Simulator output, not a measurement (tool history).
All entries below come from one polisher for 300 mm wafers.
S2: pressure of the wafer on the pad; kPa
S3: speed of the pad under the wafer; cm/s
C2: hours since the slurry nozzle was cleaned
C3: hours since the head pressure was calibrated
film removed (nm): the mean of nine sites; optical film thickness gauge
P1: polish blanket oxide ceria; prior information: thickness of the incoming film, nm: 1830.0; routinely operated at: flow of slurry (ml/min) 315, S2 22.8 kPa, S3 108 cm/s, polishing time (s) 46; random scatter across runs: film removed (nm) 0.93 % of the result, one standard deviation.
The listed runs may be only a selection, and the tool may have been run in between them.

Run 1, hour 9.6: flow of slurry (ml/min) 315, S2 22.8 kPa, S3 108 cm/s, polishing time (s) 46; wafers polished on this pad 397; C2 465.9; C3 331.6. Result: film removed (nm) 226.05.
Run 2, hour 21.2: flow of slurry (ml/min) 315, S2 22.8 kPa, S3 62 cm/s, polishing time (s) 64; wafers polished on this pad 483; C2 477.5; C3 343.2. Result: film removed (nm) 179.31.
Run 3, hour 35.3: flow of slurry (ml/min) 315, S2 22.8 kPa, S3 108 cm/s, polishing time (s) 46; wafers polished on this pad 586; C2 491.6; C3 357.3. Result: film removed (nm) 219.97.
Run 4, hour 48.7: flow of slurry (ml/min) 315, S2 29 kPa, S3 108 cm/s, polishing time (s) 46; wafers polished on this pad 685; C2 505; C3 370.7. Result: film removed (nm) 282.17.
At hour 50.8: head pressure recalibrated.
Run 5, hour 58.5: flow of slurry (ml/min) 430, S2 22.8 kPa, S3 108 cm/s, polishing time (s) 28; wafers polished on this pad 757; C2 514.8; C3 7.8. Result: film removed (nm) 138.25.
Run 6, hour 71: flow of slurry (ml/min) 315, S2 22.8 kPa, S3 108 cm/s, polishing time (s) 46; wafers polished on this pad 849; C2 527.3; C3 20.3. Result: film removed (nm) 221.42.
Run 7, hour 81.8: flow of slurry (ml/min) 485, S2 22.8 kPa, S3 108 cm/s, polishing time (s) 46; wafers polished on this pad 928; C2 538.1; C3 31.1. Result: film removed (nm) 226.56.
Run 8, hour 89.2: flow of slurry (ml/min) 315, S2 15.2 kPa, S3 108 cm/s, polishing time (s) 46; wafers polished on this pad 983; C2 545.5; C3 38.5. Result: film removed (nm) 148.49.
Run 9, hour 102: flow of slurry (ml/min) 315, S2 22.8 kPa, S3 78 cm/s, polishing time (s) 46; wafers polished on this pad 1077; C2 558.3; C3 51.3. Result: film removed (nm) 160.72.
Run 10, hour 115.9: flow of slurry (ml/min) 315, S2 22.8 kPa, S3 108 cm/s, polishing time (s) 46; wafers polished on this pad 1179; C2 572.2; C3 65.2. Result: film removed (nm) 225.15.
Run 11, hour 124.7: flow of slurry (ml/min) 315, S2 22.8 kPa, S3 108 cm/s, polishing time (s) 21; wafers polished on this pad 1244; C2 581; C3 74. Result: film removed (nm) 100.56.
Run 12, hour 135.1: flow of slurry (ml/min) 190, S2 22.8 kPa, S3 108 cm/s, polishing time (s) 46; wafers polished on this pad 1321; C2 591.4; C3 84.4. Result: film removed (nm) 210.56.
Run 13, hour 147.3: flow of slurry (ml/min) 315, S2 22.8 kPa, S3 172 cm/s, polishing time (s) 46; wafers polished on this pad 1411; C2 603.6; C3 96.6. Result: film removed (nm) 356.56.
Run 14, hour 158.2: flow of slurry (ml/min) 315, S2 22.8 kPa, S3 52 cm/s, polishing time (s) 29; wafers polished on this pad 1491; C2 614.5; C3 107.5. Result: film removed (nm) 68.333.
Run 15, hour 165.6: flow of slurry (ml/min) 315, S2 22.8 kPa, S3 108 cm/s, polishing time (s) 71; wafers polished on this pad 1545; C2 621.9; C3 114.9. Result: film removed (nm) 340.6.
Run 16, hour 178.2: flow of slurry (ml/min) 315, S2 22.8 kPa, S3 108 cm/s, polishing time (s) 46; wafers polished on this pad 1638; C2 634.5; C3 127.5. Result: film removed (nm) 222.74.
Run 17, hour 186.8: flow of slurry (ml/min) 315, S2 22.8 kPa, S3 108 cm/s, polishing time (s) 46; wafers polished on this pad 1701; C2 643.1; C3 136.1. Result: film removed (nm) 223.33.
Run 18, hour 197.8: flow of slurry (ml/min) 315, S2 22.8 kPa, S3 108 cm/s, polishing time (s) 46; wafers polished on this pad 1782; C2 654.1; C3 147.1. Result: film removed (nm) 220.12.
Run 19, hour 212.6: flow of slurry (ml/min) 315, S2 22.8 kPa, S3 108 cm/s, polishing time (s) 46; wafers polished on this pad 1891; C2 668.9; C3 161.9. Result: film removed (nm) 216.75.
Run 20, hour 222.6: flow of slurry (ml/min) 315, S2 22.8 kPa, S3 108 cm/s, polishing time (s) 46; wafers polished on this pad 1965; C2 678.9; C3 171.9. Result: film removed (nm) 210.25.
Run 21, hour 232.8: flow of slurry (ml/min) 315, S2 22.8 kPa, S3 108 cm/s, polishing time (s) 46; wafers polished on this pad 2040; C2 689.1; C3 182.1. Result: film removed (nm) 214.03.
At hour 236.7: head pressure recalibrated.
Run 22, hour 245.1: flow of slurry (ml/min) 315, S2 22.8 kPa, S3 108 cm/s, polishing time (s) 46; wafers polished on this pad 2130; C2 701.4; C3 8.5. Result: film removed (nm) 214.44.
Run 23, hour 256.6: flow of slurry (ml/min) 315, S2 22.8 kPa, S3 108 cm/s, polishing time (s) 46; wafers polished on this pad 2215; C2 712.9; C3 20. Result: film removed (nm) 210.96.
Run 24, hour 268.3: flow of slurry (ml/min) 315, S2 22.8 kPa, S3 108 cm/s, polishing time (s) 46; wafers polished on this pad 2301; C2 724.6; C3 31.7. Result: film removed (nm) 211.87.

Run 25 is up next; what results do you expect?
Run 25, hour 275: flow of slurry (ml/min) 315, S2 22.8 kPa, S3 108 cm/s, polishing time (s) 46; wafers polished on this pad 2350; C2 731.3; C3 38.4. Result: film removed (nm) ?.

Run 25 yielded film removed (nm) 211.87.
